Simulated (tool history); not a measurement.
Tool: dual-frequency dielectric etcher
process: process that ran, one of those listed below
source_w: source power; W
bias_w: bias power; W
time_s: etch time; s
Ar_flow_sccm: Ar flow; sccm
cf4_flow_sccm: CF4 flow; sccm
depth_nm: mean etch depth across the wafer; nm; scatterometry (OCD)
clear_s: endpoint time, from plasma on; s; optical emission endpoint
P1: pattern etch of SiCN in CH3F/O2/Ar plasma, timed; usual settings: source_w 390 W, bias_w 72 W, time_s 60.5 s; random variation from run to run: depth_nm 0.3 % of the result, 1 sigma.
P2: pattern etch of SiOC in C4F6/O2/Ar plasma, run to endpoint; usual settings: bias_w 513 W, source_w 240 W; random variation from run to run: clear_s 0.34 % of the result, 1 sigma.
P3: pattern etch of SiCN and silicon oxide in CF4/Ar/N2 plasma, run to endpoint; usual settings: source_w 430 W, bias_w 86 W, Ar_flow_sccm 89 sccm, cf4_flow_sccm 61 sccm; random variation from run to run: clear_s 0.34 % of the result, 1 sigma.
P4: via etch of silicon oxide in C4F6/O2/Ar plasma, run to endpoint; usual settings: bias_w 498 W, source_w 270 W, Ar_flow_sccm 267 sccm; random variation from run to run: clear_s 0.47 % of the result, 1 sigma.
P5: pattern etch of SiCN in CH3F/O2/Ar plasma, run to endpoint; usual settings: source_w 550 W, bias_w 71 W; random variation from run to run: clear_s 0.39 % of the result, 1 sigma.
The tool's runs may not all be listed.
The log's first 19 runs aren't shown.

run   hour  process  source_w  bias_w  time_s  Ar_flow_sccm  cf4_flow_sccm  hours since the last wet clean  hours since the last source power generator calibration  hours since the last bias power generator calibration  depth_nm  clear_s
 20  114.3       P2       240     513                                                                247.6                                                   2010.5                                                 1373.4             12.282
 21  123.0       P3       430      86                    89             61                           256.3                                                   2019.2                                                 1382.1             15.759
 22  129.3       P4       270     690                   267                                          262.6                                                   2025.5                                                 1388.4             22.819
 23  134.0       P4       270     498                   342                                          267.3                                                   2030.2                                                 1393.1             26.673
 24  138.9       P1       540      72    60.5                                                        272.2                                                   2035.1                                                 1398.0    25.597
 25  143.5       P2       240     513                                                                276.8                                                   2039.7                                                 1402.6             12.331
 26  151.4       P1       390      72    76.0                                                        284.7                                                   2047.6                                                 1410.5    28.186
 27  158.6       P1       390      72    47.5                                                        291.9                                                   2054.8                                                 1417.7    17.744
 28  164.0       P1       260      72    60.5                                                        297.3                                                   2060.2                                                 1423.1    19.295
 29  171.4       P1       240      72    78.5                                                        304.7                                                   2067.6                                                 1430.5    24.354
 30  176.3       P1       390      95    45.0                                                        309.6                                                   2072.5                                                 1435.4    18.591
 31  181.9       P5       550      71                                                                315.2                                                   2078.1                                                 1441.0             19.219
 32  188.6       P1       390      72    60.5                                                        321.9                                                   2084.8                                                 1447.7    22.469
 33  194.8       P1       390      72    60.5                                                        328.1                                                   2091.0                                                 1453.9    22.392
 34  198.7       P1       390      72    60.5                                                        332.0                                                   2094.9                                                 1457.8    22.283
 35  204.9       P1       390      72    60.5                                                        338.2                                                   2101.1                                                 1464.0    22.204

Forecast run 36:
 36  209.8       P1       390      72    60.5                                                        343.1                                                   2106.0                                                 1468.9         ?

Run 36 gave depth_nm 22.352 nm.

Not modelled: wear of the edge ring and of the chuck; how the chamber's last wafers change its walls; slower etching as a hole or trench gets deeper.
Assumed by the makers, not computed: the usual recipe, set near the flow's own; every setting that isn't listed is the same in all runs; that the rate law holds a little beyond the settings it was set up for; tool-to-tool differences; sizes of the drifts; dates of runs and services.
